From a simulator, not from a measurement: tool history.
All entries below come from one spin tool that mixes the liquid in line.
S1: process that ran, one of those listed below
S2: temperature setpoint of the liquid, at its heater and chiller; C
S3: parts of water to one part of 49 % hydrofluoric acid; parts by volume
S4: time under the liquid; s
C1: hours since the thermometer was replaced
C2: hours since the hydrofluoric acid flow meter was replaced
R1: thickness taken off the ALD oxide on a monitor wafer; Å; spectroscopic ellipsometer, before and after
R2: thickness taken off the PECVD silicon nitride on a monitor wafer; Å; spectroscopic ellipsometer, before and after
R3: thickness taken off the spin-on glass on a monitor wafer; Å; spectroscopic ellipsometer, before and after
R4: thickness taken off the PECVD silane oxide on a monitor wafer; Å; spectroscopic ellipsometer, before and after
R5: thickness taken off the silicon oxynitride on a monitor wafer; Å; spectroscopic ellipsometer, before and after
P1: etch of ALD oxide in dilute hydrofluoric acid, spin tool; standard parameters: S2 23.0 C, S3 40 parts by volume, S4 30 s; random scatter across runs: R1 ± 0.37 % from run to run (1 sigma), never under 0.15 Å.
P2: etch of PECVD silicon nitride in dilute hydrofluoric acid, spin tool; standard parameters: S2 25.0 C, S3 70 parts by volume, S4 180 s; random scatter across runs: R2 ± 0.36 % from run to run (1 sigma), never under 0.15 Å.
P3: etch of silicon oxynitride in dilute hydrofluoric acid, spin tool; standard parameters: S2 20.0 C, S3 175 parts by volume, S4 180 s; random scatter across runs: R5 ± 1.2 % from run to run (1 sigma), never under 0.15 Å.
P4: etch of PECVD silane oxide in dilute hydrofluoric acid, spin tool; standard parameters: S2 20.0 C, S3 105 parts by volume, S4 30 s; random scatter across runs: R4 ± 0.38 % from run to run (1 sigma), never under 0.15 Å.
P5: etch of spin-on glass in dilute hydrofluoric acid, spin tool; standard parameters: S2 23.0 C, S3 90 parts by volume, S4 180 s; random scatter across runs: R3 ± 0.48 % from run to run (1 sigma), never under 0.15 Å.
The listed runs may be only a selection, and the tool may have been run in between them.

run,day,S1,S2,S3,S4,C1,C2,R1,R2,R3,R4,R5
1,0.250,P1,23.0,40,30,1369.9,706.9,105.020,,,,
2,0.642,P2,25.0,70,65,1379.3,716.3,,30.920,,,
3,1.038,P2,17.5,70,180,1388.8,725.8,,51.080,,,
4,1.492,P1,23.0,75,30,1399.7,736.7,54.402,,,,
5,1.729,P2,25.0,70,180,1405.4,742.4,,84.823,,,
6,2.221,P5,23.0,130,180,1417.2,754.2,,,259.31,,
7,2.521,P4,17.0,105,30,1424.4,761.4,,,,106.920,
8,2.783,P1,23.0,20,30,1430.7,767.7,217.380,,,,
9,3.304,P1,23.0,40,55,1443.2,780.2,193.500,,,,
10,3.583,P5,23.0,90,335,1449.9,786.9,,,729.89,,
11,4.062,P1,23.0,55,60,1461.4,798.4,150.390,,,,
12,4.442,P5,23.0,90,180,1470.5,807.5,,,393.57,,
13,4.792,P4,20.0,105,15,1478.9,815.9,,,,60.567,
14,5.142,P5,23.0,90,180,1487.3,824.3,,,396.29,,
15,5.638,P3,20.0,175,180,1499.2,836.2,,,,,19.2870
16,5.962,P1,30.0,40,30,1507.0,844.0,141.060,,,,
17,6.388,P2,25.0,25,180,1517.2,854.2,,231.280,,,
18,6.875,P1,18.0,25,30,1528.9,865.9,139.610,,,,
19,7.246,P1,23.0,40,30,1537.8,874.8,106.250,,,,
20,7.583,P3,20.0,175,20,1545.9,882.9,,,,,2.0445
21,7.892,P2,25.0,70,180,1553.3,890.3,,85.051,,,
22,8.292,P4,20.0,105,30,1562.9,899.9,,,,121.780,
23,8.700,P1,23.0,40,30,1572.7,909.7,106.090,,,,
24,9.196,P1,18.5,40,30,1584.6,921.6,87.848,,,,
25,9.592,P3,20.0,175,180,1594.1,931.1,,,,,19.8010
26,10.062,P5,27.0,90,180,1605.4,942.4,,,458.38,,
27,10.496,P1,23.0,40,30,1615.8,952.8,105.890,,,,
28,10.846,P3,20.0,310,180,1624.2,961.2,,,,,9.8335
29,11.238,P3,26.0,175,180,1633.6,970.6,,,,,25.3330
30,11.625,P4,20.0,50,30,1642.9,979.9,,,,271.600,
31,11.921,P1,23.0,40,15,1650.0,987.0,52.775,,,,
32,12.417,P1,23.0,40,30,1661.9,998.9,106.200,,,,
33,12.842,P1,23.0,40,30,1672.1,1009.1,108.140,,,,
34,13.129,P1,23.0,40,30,1679.0,1016.0,109.550,,,,
35,13.454,P1,23.0,40,30,1686.8,1023.8,110.290,,,,
36,13.942,P1,23.0,40,30,1698.5,1035.5,111.890,,,,
37,14.200,P1,23.0,40,30,1704.7,1041.7,112.650,,,,
38,14.529,P1,23.0,40,30,1712.6,1049.6,111.850,,,,
39,15.033,P1,23.0,40,30,1724.7,1061.7,112.530,,,,
40,15.292,P1,23.0,40,30,1730.9,1067.9,111.910,,,,
41,15.646,P1,23.0,40,30,1739.4,1076.4,112.310,,,,
42,16.121,P1,23.0,40,30,1750.8,1087.8,112.690,,,,
43,16.596,P1,23.0,40,30,1762.2,1099.2,113.300,,,,

The log shows P1 creeping away from where it was. Any of the 2 causes listed here, at the size stated for it, fits the log just as well as the others:
A: hydrofluoric acid flow above the setpoint (%) = 5.97
B: liquid hotter than its thermometer reads (K) = 1.47
The creep began at about day 12.417.

Which of the 4 check runs listed below separates the causes, so that each cause would produce a clearly different result? Each run uses one wafer, and its results are marked with question marks.
check 1,17.071,P5,26.5,90,180,,,,,?,,
check 2,17.071,P4,17.0,105,30,,,,,,?,
check 3,17.071,P3,24.5,280,180,,,,,,,?
check 4,17.071,P2,19.5,35,180,,,,?,,,

How each check would come out, cause by cause:
check,result,if A,if B
check 1,R3,483.01,479.29
check 2,R4,113.840,113.520
check 3,R5,14.8690,14.7630
check 4,R2,121.000,126.790
Per-check spread between the two closest causes, in the result where they differ most: check 1 0.77 %; check 2 0.27 %; check 3 0.71 %; check 4 4.67 %
Check 4 is the one run that separates the causes; every other check would come out nearly the same whichever cause is at work.

The results of check 4 are: R2 121.100 Å. Based on these, which of the listed causes is it?

It was cause A: hydrofluoric acid flow above the setpoint (%).
